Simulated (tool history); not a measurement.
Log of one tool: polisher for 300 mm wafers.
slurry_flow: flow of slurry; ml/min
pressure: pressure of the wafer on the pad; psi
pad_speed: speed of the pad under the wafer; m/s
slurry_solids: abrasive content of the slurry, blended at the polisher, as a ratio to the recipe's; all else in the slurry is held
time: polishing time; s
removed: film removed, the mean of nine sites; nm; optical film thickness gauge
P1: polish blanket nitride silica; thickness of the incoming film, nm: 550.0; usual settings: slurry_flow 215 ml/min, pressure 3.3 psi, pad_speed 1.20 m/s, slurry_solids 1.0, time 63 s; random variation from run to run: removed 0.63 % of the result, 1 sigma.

| run | hour | slurry_flow | pressure | pad_speed | slurry_solids | time | wafers polished on this pad | hours since the slurry nozzle was cleaned | hours since the head pressure was calibrated | hours since the slurry blender was calibrated | hours since the conditioning disc was replaced | removed |
|---|---|---|---|---|---|---|---|---|---|---|---|---|
| 1 | 11.1 | 215 | 3.3 | 1.20 | 1.0 | 63 | 494 | 315.6 | 331.3 | 70.3 | 135.1 | 35.506 |
| 2 | 21.1 | 215 | 3.3 | 1.20 | 1.0 | 35 | 572 | 325.6 | 341.3 | 80.3 | 145.1 | 19.681 |
| 3 | 29.2 | 215 | 3.3 | 1.72 | 1.0 | 63 | 635 | 333.7 | 349.4 | 88.4 | 153.2 | 47.440 |
| 4 | 37.8 | 215 | 3.3 | 1.20 | 1.0 | 63 | 701 | 342.3 | 358.0 | 97.0 | 161.8 | 35.389 |
| 5 | 47.7 | 215 | 1.6 | 1.20 | 1.0 | 63 | 778 | 352.2 | 367.9 | 106.9 | 171.7 | 17.259 |
| 6 | 59.3 | 165 | 2.2 | 1.20 | 1.0 | 63 | 868 | 363.8 | 379.5 | 118.5 | 183.3 | 22.611 |
| 7 | 69.0 | 215 | 3.3 | 0.54 | 1.0 | 63 | 943 | 373.5 | 389.2 | 128.2 | 193.0 | 18.606 |
| 8 | 79.8 | 215 | 3.3 | 1.20 | 1.0 | 63 | 1027 | 384.3 | 400.0 | 139.0 | 203.8 | 35.458 |
| 9 | 88.3 | 215 | 3.3 | 1.20 | 1.0 | 63 | 1093 | 392.8 | 408.5 | 147.5 | 212.3 | 35.389 |
| 10 | 98.2 | 335 | 3.3 | 1.20 | 1.0 | 63 | 1169 | 402.7 | 418.4 | 157.4 | 222.2 | 36.857 |
| 11 | 110.6 | 215 | 3.3 | 1.20 | 1.0 | 99 | 1265 | 415.1 | 430.8 | 169.8 | 234.6 | 55.308 |
| 12 | 120.0 | 215 | 3.3 | 1.20 | 1.3 | 63 | 1338 | 424.5 | 440.2 | 179.2 | 244.0 | 39.523 |
| 13 | 129.8 | 215 | 4.8 | 1.20 | 1.0 | 63 | 1414 | 434.3 | 450.0 | 189.0 | 253.8 | 51.541 |
| 14 | 136.4 | 215 | 3.3 | 1.20 | 0.5 | 63 | 1465 | 440.9 | 456.6 | 195.6 | 260.4 | 24.360 |
| 15 | 146.4 | 215 | 3.3 | 1.20 | 1.0 | 63 | 1543 | 450.9 | 466.6 | 205.6 | 270.4 | 35.166 |
| 16 | 152.9 | 130 | 3.3 | 1.20 | 1.0 | 63 | 1593 | 457.4 | 473.1 | 212.1 | 276.9 | 32.745 |
| 17 | 162.7 | 160 | 2.1 | 1.20 | 1.0 | 63 | 1669 | 467.2 | 482.9 | 221.9 | 286.7 | 21.717 |
| 18 | 169.1 | 215 | 3.3 | 1.20 | 1.0 | 63 | 1719 | 473.6 | 489.3 | 228.3 | 293.1 | 35.414 |
| 19 | 179.8 | 215 | 3.3 | 1.20 | 1.0 | 63 | 1801 | 484.3 | 500.0 | 239.0 | 303.8 | 34.260 |
| 20 | 191.0 | 215 | 3.3 | 1.20 | 1.0 | 63 | 1888 | 495.5 | 511.2 | 250.2 | 315.0 | 33.542 |
| 21 | 196.6 | 215 | 3.3 | 1.20 | 1.0 | 63 | 1932 | 501.1 | 516.8 | 255.8 | 320.6 | 32.784 |
| 22 | 204.1 | 215 | 3.3 | 1.20 | 1.0 | 63 | 1990 | 508.6 | 524.3 | 263.3 | 328.1 | 32.839 |
| 23 | 211.8 | 215 | 3.3 | 1.20 | 1.0 | 63 | 2049 | 516.3 | 532.0 | 271.0 | 335.8 | 32.557 |
| 24 | 222.6 | 215 | 3.3 | 1.20 | 1.0 | 63 | 2133 | 527.1 | 542.8 | 281.8 | 346.6 | 32.467 |
|  | 228.8 | conditioning disc replaced and pad reconditioned |
|  | 229.5 | head pressure recalibrated |
| 25 | 229.7 | 215 | 3.3 | 1.20 | 1.0 | 63 | 2188 | 534.2 | 0.2 | 288.9 | 1.0 | 32.262 |
|  | 230.3 | slurry nozzle cleaned |
| 26 | 242.0 | 215 | 3.3 | 1.20 | 1.0 | 63 | 2283 | 11.8 | 12.5 | 301.2 | 13.3 | 31.901 |

Forecast run 27:
| 27 | 250.5 | 215 | 3.3 | 1.20 | 1.0 | 63 | 2349 | 20.3 | 21.0 | 309.7 | 21.8 | ? |

removed: 31.712 nm
